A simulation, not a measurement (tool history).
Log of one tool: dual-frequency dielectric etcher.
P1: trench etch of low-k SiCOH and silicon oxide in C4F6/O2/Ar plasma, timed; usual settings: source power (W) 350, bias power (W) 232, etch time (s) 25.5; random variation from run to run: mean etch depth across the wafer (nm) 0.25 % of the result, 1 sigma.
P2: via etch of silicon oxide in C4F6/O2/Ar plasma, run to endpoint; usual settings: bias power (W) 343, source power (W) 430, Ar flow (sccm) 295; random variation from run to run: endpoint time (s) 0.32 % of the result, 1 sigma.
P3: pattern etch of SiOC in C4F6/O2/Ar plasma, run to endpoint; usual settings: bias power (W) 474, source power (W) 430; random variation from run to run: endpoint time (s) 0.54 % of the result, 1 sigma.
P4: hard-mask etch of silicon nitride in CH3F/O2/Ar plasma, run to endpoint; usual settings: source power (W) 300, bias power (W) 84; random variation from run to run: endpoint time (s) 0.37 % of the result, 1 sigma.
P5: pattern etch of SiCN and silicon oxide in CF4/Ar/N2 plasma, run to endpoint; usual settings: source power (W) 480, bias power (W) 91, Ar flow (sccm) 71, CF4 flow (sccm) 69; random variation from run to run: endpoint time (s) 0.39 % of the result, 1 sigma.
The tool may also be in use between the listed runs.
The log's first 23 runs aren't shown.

run,hour,process that ran,source power (W),bias power (W),etch time (s),Ar flow (sccm),CF4 flow (sccm),hours since the last wet clean,hours since the last source power generator calibration,hours since the last bias power generator calibration,mean etch depth across the wafer (nm),endpoint time (s)
24,119.3,P4,300,118,,,,256.9,2418.8,2004.3,,62.9630
25,123.2,P4,190,84,,,,260.8,2422.7,2008.2,,84.7640
26,127.9,P1,350,232,32.0,,,265.5,2427.4,2012.9,102.270,
27,131.6,P5,480,127,,71,69,269.2,2431.1,2016.6,,11.7260
28,137.2,P1,350,232,25.5,,,274.8,2436.7,2022.2,81.717,
29,140.8,P5,480,91,,71,55,278.4,2440.3,2025.8,,13.5170
30,144.7,P1,350,152,25.5,,,282.3,2444.2,2029.7,71.066,
31,149.3,P1,350,232,25.5,,,286.9,2448.8,2034.3,81.363,
32,155.4,P1,350,232,25.5,,,293.0,2454.9,2040.4,81.743,
33,161.0,P1,350,232,25.5,,,298.6,2460.5,2046.0,81.979,
34,166.7,P1,350,232,25.5,,,304.3,2466.2,2051.7,82.387,
# hour 167.5: wet clean of the chamber
35,170.5,P1,350,232,25.5,,,3.1,2470.0,2055.5,82.373,
36,173.5,P1,350,232,25.5,,,6.1,2473.0,2058.5,82.577,
37,178.0,P1,350,232,25.5,,,10.6,2477.5,2063.0,82.471,
38,182.7,P1,350,232,25.5,,,15.3,2482.2,2067.7,82.466,
39,187.1,P1,350,232,25.5,,,19.7,2486.6,2072.1,82.408,
40,191.6,P1,350,232,25.5,,,24.2,2491.1,2076.6,82.549,

The next listed run, before its measurement:
41,195.9,P1,350,232,25.5,,,28.5,2495.4,2080.9,?,

Run 41 gave mean etch depth across the wafer (nm) 82.827.

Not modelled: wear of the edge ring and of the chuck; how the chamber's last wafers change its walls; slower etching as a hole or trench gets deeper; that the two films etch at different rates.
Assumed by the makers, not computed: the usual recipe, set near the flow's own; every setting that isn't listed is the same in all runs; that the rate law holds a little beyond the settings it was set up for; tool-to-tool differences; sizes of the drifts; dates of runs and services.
